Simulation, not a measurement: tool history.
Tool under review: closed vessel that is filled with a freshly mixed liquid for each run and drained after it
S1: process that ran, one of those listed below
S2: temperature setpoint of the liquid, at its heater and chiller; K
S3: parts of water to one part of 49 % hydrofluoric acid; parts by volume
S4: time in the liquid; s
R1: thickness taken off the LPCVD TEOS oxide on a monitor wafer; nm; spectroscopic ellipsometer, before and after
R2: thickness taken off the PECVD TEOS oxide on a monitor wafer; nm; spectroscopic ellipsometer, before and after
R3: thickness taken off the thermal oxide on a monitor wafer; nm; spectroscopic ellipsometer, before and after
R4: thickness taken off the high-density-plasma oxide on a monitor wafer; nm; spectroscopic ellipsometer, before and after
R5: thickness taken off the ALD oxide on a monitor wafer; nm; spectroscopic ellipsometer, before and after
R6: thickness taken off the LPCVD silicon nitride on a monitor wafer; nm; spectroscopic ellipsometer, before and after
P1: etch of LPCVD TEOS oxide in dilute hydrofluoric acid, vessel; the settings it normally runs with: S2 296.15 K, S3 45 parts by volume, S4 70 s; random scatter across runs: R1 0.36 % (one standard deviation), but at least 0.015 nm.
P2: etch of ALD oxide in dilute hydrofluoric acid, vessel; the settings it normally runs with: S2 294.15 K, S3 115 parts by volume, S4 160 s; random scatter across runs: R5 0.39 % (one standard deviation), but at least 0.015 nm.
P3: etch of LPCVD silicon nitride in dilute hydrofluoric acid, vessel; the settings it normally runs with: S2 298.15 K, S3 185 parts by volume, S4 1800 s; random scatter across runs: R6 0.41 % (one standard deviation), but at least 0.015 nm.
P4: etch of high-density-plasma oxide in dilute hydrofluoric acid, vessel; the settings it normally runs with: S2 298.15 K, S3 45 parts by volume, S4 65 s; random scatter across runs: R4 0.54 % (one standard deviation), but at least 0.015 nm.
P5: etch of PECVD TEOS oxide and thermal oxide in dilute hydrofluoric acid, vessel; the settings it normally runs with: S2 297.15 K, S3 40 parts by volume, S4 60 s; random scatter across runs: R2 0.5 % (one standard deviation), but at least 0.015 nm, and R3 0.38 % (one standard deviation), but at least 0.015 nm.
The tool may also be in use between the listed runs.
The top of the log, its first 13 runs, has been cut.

| run | day | S1 | S2 | S3 | S4 | R1 | R2 | R3 | R4 | R5 | R6 |
|---|---|---|---|---|---|---|---|---|---|---|---|
| 14 | 3.004 | P1 | 296.15 | 45 | 70 | 27.214 |  |  |  |  |  |
| 15 | 3.262 | P1 | 302.65 | 20 | 70 | 83.104 |  |  |  |  |  |
| 16 | 3.467 | P4 | 298.15 | 45 | 35 |  |  |  | 5.4483 |  |  |
| 17 | 3.700 | P5 | 297.15 | 20 | 60 |  | 66.658 | 15.9290 |  |  |  |
| 18 | 3.871 | P5 | 297.15 | 40 | 30 |  | 16.294 | 3.8674 |  |  |  |
| 19 | 4.171 | P3 | 298.15 | 185 | 3365 |  |  |  |  |  | 10.6710 |
| 20 | 4.404 | P1 | 296.15 | 45 | 70 | 27.385 |  |  |  |  |  |
| 21 | 4.617 | P2 | 294.15 | 115 | 160 |  |  |  |  | 20.003 |  |
| 22 | 4.804 | P1 | 296.15 | 60 | 70 | 19.983 |  |  |  |  |  |
| 23 | 4.983 | P1 | 296.15 | 45 | 70 | 27.304 |  |  |  |  |  |
| 24 | 5.162 | P1 | 296.15 | 25 | 70 | 50.877 |  |  |  |  |  |
| 25 | 5.354 | P1 | 290.15 | 60 | 70 | 15.525 |  |  |  |  |  |
| 26 | 5.642 | P1 | 296.15 | 45 | 70 | 27.295 |  |  |  |  |  |
| 27 | 5.875 | P1 | 296.15 | 45 | 70 | 27.383 |  |  |  |  |  |
| 28 | 6.058 | P1 | 290.65 | 45 | 70 | 21.575 |  |  |  |  |  |
| 29 | 6.321 | P1 | 296.15 | 45 | 30 | 11.669 |  |  |  |  |  |
| 30 | 6.542 | P3 | 291.65 | 185 | 1800 |  |  |  |  |  | 3.7573 |
| 31 | 6.838 | P1 | 292.15 | 60 | 70 | 17.026 |  |  |  |  |  |
| 32 | 7.017 | P4 | 305.15 | 45 | 65 |  |  |  | 13.4900 |  |  |
| 33 | 7.304 | P1 | 296.15 | 45 | 70 | 27.364 |  |  |  |  |  |
| 34 | 7.583 | P1 | 296.15 | 45 | 70 | 28.516 |  |  |  |  |  |
| 35 | 7.875 | P1 | 296.15 | 45 | 70 | 29.188 |  |  |  |  |  |
| 36 | 8.033 | P1 | 296.15 | 45 | 70 | 29.625 |  |  |  |  |  |

For run 37, what comes out?
| 37 | 8.204 | P1 | 296.15 | 45 | 70 | ? |  |  |  |  |  |

R1: 29.889 nm
